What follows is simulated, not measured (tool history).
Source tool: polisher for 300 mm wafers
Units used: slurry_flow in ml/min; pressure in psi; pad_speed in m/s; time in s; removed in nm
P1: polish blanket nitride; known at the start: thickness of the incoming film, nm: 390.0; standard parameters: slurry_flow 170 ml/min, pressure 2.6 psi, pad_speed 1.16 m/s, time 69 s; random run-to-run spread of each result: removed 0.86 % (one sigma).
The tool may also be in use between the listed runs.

run   hour  slurry_flow  pressure  pad_speed  time  wafers polished on this pad  hours since the slurry nozzle was cleaned  hours since the head pressure was calibrated  removed
  1   11.5          170       2.6       1.16    69                          341                                      165.3                                         316.6   118.53
  2   21.8          170       1.2       1.16    69                          425                                      175.6                                         326.9   54.968
  3   38.9          170       3.3       1.16    69                          566                                      192.7                                           344    149.2
  4   54.5          170       2.6       1.16    37                          694                                      208.3                                         359.6    62.88
  5   65.2          170       2.6       1.16   103                          782                                        219                                         370.3   179.18
  6   80.9          170       2.6       1.16    69                          911                                      234.7                                           386   117.46
  7   98.9          170       2.6       1.16    69                         1059                                      252.7                                           404   117.87
  8  116.6          100       2.6       1.16    69                         1205                                      270.4                                         421.7   105.91
     126.5  -- head pressure recalibrated
  9  126.6          230       2.6       1.16    69                         1287                                      280.4                                           0.1   125.24
 10  138.4          170       2.6       0.82    69                         1384                                      292.2                                          11.9   89.766
 11  146.7          170       2.6       1.82    69                         1452                                      300.5                                          20.2   168.75
 12    164          230       2.6       0.64    69                         1595                                      317.8                                          37.5   75.811
 13  172.7          170       2.6       1.16    69                         1666                                      326.5                                          46.2   116.06
 14  185.6          170       2.6       1.16    69                         1772                                      339.4                                          59.1   119.18
 15  199.4          170       2.6       1.16    69                         1886                                      353.2                                          72.9   115.39
 16  209.5          170       2.6       1.16    69                         1969                                      363.3                                            83   112.75
 17  223.1          170       2.6       1.16    69                         2081                                      376.9                                          96.6   112.45
 18    233          170       2.6       1.16    69                         2162                                      386.8                                         106.5    108.9
 19  245.9          170       2.6       1.16    69                         2268                                      399.7                                         119.4   107.33
 20    263          170       2.6       1.16    69                         2409                                      416.8                                         136.5   107.32
     265.2  -- worn pad replaced by a new one
 21  273.2          170       2.6       1.16    69                           66                                        427                                         146.7   108.97
 22  281.2          170       2.6       1.16    69                          132                                        435                                         154.7   109.24
 23  292.9          170       2.6       1.16    69                          228                                      446.7                                         166.4   109.52
 24  301.2          170       2.6       1.16    69                          296                                        455                                         174.7   108.56

What P1 gives has crept away from where it was. These 2 causes fit the log equally well, each at the size given:
A: slurry flow missing at the pad, % = 37.1
B: head's pressure below its setpoint, % = 8.51
Creep in the process output first set in at about hour 185.6.
Why every other cause is out:
removal rate lost through wear of the pad, %: serviced at hour 265.2, which brought nothing back

Each of the check runs listed below is run on 2 wafers and reports their average, with the results left as question marks. Pick the one under which the possible causes would lead to clearly different results.
check 1  309.5          105       2.6       1.16    69                                                                                                                              ?
check 2  309.5          170         2       1.16    69                                                                                                                              ?
check 3  309.5          170       2.6       1.56    69                                                                                                                              ?
check 4  309.5          205       1.8       1.16    69                                                                                                                              ?

Predicted outcomes, by check and by cause:
  check   result    if A    if B
check 1  removed  94.034   98.57
check 2  removed  83.234   83.23
check 3  removed  137.14  137.14
check 4  removed  78.003  76.913
Separation of the two closest causes in each check, using whichever result separates them best: check 1 4.71 %; check 2 0 %; check 3 0 %; check 4 1.41 %
The other checks would show nearly matching results whichever cause is true, so check 1 is the only one that separates the causes.

Then check 1 was run and gave: removed 98.158 nm. Which cause is it?

The cause is B: head's pressure below its setpoint, %.
